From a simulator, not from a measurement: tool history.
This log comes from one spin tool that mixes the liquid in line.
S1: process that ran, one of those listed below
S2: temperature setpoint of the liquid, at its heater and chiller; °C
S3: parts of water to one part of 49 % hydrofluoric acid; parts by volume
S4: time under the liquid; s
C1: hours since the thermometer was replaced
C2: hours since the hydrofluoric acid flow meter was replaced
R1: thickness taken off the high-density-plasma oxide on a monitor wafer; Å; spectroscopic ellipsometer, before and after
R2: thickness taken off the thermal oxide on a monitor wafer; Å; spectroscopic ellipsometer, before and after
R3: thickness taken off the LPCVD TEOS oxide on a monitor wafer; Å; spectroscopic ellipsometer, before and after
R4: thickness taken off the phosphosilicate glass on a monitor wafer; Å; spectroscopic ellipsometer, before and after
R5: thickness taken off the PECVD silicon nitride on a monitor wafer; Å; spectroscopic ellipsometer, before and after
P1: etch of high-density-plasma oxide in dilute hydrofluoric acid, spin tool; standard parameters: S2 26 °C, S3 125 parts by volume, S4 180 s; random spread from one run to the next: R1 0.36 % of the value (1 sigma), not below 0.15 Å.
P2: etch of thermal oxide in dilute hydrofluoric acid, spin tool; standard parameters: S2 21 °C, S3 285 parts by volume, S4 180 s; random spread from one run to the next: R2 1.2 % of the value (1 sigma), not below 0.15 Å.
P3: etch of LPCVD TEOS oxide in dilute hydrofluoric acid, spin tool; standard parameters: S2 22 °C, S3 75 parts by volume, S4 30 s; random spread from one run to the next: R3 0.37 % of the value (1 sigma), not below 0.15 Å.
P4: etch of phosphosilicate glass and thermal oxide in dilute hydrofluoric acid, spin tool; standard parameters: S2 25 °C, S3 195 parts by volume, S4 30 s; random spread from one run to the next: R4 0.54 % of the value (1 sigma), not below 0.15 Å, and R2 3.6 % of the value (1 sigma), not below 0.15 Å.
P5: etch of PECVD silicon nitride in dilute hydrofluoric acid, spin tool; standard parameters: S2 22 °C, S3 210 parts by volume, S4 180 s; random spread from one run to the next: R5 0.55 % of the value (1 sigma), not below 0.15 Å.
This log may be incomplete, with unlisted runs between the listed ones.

run 1 hour=17.8 | S1=P1 S2=26 S3=125 S4=180 | C1=1556.1 C2=1216.3 | R1=75.477
run 2 hour=28.3 | S1=P1 S2=26 S3=125 S4=15 | C1=1566.6 C2=1226.8 | R1=6.376
run 3 hour=40.6 | S1=P2 S2=21 S3=285 S4=335 | C1=1578.9 C2=1239.1 | R2=42.216
run 4 hour=58.4 | S1=P2 S2=21 S3=285 S4=180 | C1=1596.7 C2=1256.9 | R2=22.053
run 5 hour=76.3 | S1=P3 S2=30 S3=75 S4=30 | C1=1614.6 C2=1274.8 | R3=284.1
run 6 hour=91.1 | S1=P1 S2=26 S3=125 S4=180 | C1=1629.4 C2=1289.6 | R1=75.669
run 7 hour=101.7 | S1=P1 S2=20.5 S3=125 S4=180 | C1=1640 C2=1300.2 | R1=61.091
run 8 hour=111.9 | S1=P1 S2=26 S3=220 S4=180 | C1=1650.2 C2=1310.4 | R1=38.793
run 9 hour=130.2 | S1=P4 S2=25 S3=195 S4=50 | C1=1668.5 C2=1328.7 | R2=11.766 R4=278.7
run 10 hour=148.7 | S1=P4 S2=33 S3=195 S4=30 | C1=1687 C2=1347.2 | R2=8.8279 R4=223.23
run 11 hour=157.4 | S1=P3 S2=22 S3=75 S4=30 | C1=1695.7 C2=1355.9 | R3=208.76
run 12 hour=171.6 | S1=P1 S2=32.5 S3=125 S4=255 | C1=1709.9 C2=1370.1 | R1=136.18
run 13 hour=188.3 | S1=P3 S2=22 S3=75 S4=30 | C1=1726.6 C2=1386.8 | R3=208.68
run 14 hour=206.2 | S1=P5 S2=22 S3=210 S4=45 | C1=1744.5 C2=1404.7 | R5=9.8171
run 15 hour=223 | S1=P2 S2=17 S3=285 S4=180 | C1=1761.3 C2=1421.5 | R2=19.578
run 16 hour=239.1 | S1=P4 S2=25 S3=195 S4=30 | C1=1777.4 C2=1437.6 | R2=7.1255 R4=168.01
run 17 hour=248.4 | S1=P2 S2=21 S3=470 S4=180 | C1=1786.7 C2=1446.9 | R2=11.594
run 18 hour=262.3 | S1=P3 S2=22 S3=75 S4=15 | C1=1800.6 C2=1460.8 | R3=104.28
run 19 hour=279.3 | S1=P1 S2=26 S3=125 S4=300 | C1=1817.6 C2=1477.8 | R1=126.01
run 20 hour=289.3 | S1=P1 S2=26 S3=80 S4=180 | C1=1827.6 C2=1487.8 | R1=125.36
run 21 hour=306 | S1=P1 S2=26 S3=125 S4=180 | C1=1844.3 C2=1504.5 | R1=75.717
run 22 hour=323 | S1=P5 S2=17.5 S3=210 S4=180 | C1=1861.3 C2=1521.5 | R5=28.881
run 23 hour=333.4 | S1=P1 S2=26 S3=125 S4=180 | C1=1871.7 C2=1531.9 | R1=75.774
run 24 hour=348.3 | S1=P5 S2=22 S3=55 S4=180 | C1=1886.6 C2=1546.8 | R5=144.06
run 25 hour=362.3 | S1=P1 S2=32 S3=125 S4=180 | C1=1900.6 C2=1560.8 | R1=95.364
run 26 hour=376.6 | S1=P4 S2=25 S3=100 S4=30 | C1=1914.9 C2=1575.1 | R2=13.782 R4=366.94
run 27 hour=392.7 | S1=P4 S2=25 S3=195 S4=30 | C1=1931 C2=1591.2 | R2=6.7876 R4=166.8
run 28 hour=401.1 | S1=P3 S2=22 S3=130 S4=30 | C1=1939.4 C2=1599.6 | R3=111.85
run 29 hour=416.8 | S1=P5 S2=22 S3=210 S4=180 | C1=1955.1 C2=1615.3 | R5=38.249
run 30 hour=432.2 | S1=P1 S2=26 S3=125 S4=180 | C1=1970.5 C2=1630.7 | R1=75.849
run 31 hour=446.1 | S1=P1 S2=26 S3=125 S4=180 | C1=1984.4 C2=1644.6 | R1=72.732
run 32 hour=454.9 | S1=P1 S2=26 S3=125 S4=180 | C1=1993.2 C2=1653.4 | R1=72.056
run 33 hour=471.4 | S1=P1 S2=26 S3=125 S4=180 | C1=2009.7 C2=1669.9 | R1=71.225
run 34 hour=483.5 | S1=P1 S2=26 S3=125 S4=180 | C1=2021.8 C2=1682 | R1=70.471
run 35 hour=497.2 | S1=P1 S2=26 S3=125 S4=180 | C1=2035.5 C2=1695.7 | R1=69.671
run 36 hour=511.7 | S1=P1 S2=26 S3=125 S4=180 | C1=2050 C2=1710.2 | R1=69.25
run 37 hour=520.9 | S1=P1 S2=26 S3=125 S4=180 | C1=2059.2 C2=1719.4 | R1=69.919

The log shows P1 creeping away from where it was. Any of the 2 causes listed here, at the size stated for it, fits the log just as well as the others:
A: hydrofluoric acid flow below the setpoint (%) = 6.69
B: liquid colder than its thermometer reads (K) = 2.09
The drift started at roughly hour 432.2.

Each of the 4 check runs below uses one wafer; its results are left as question marks. Which run tells the causes apart?
run check 1 hour=530.1 | S1=P2 S2=17 S3=285 S4=335 | R2=?
run check 2 hour=530.1 | S1=P5 S2=22 S3=65 S4=55 | R5=?
run check 3 hour=530.1 | S1=P4 S2=25 S3=125 S4=30 | R2=? R4=?
run check 4 hour=530.1 | S1=P3 S2=22 S3=120 S4=15 | R3=?

Predicted outcomes, by check and by cause:
check=check_1 result=R2 if_A=33.456 if_B=33.644
check=check_2 result=R5 if_A=34.833 if_B=32.301
check=check_3 result=R2 if_A=10.258 if_B=10.244
check=check_3 result=R4 if_A=263.14 if_B=262.79
check=check_4 result=R3 if_A=56.928 if_B=56.64
Distance between the nearest two causes, measured in the result of the check that separates them most: check 1 0.56 %; check 2 7.55 %; check 3 0.13 %; check 4 0.51 %
Check 2 tells the causes apart: in the others they would give nearly the same result.

Check 2 was carried out, with these results: R5 32.325 Å. Which of the listed causes is responsible?

The correct cause is B, namely: liquid colder than its thermometer reads (K).

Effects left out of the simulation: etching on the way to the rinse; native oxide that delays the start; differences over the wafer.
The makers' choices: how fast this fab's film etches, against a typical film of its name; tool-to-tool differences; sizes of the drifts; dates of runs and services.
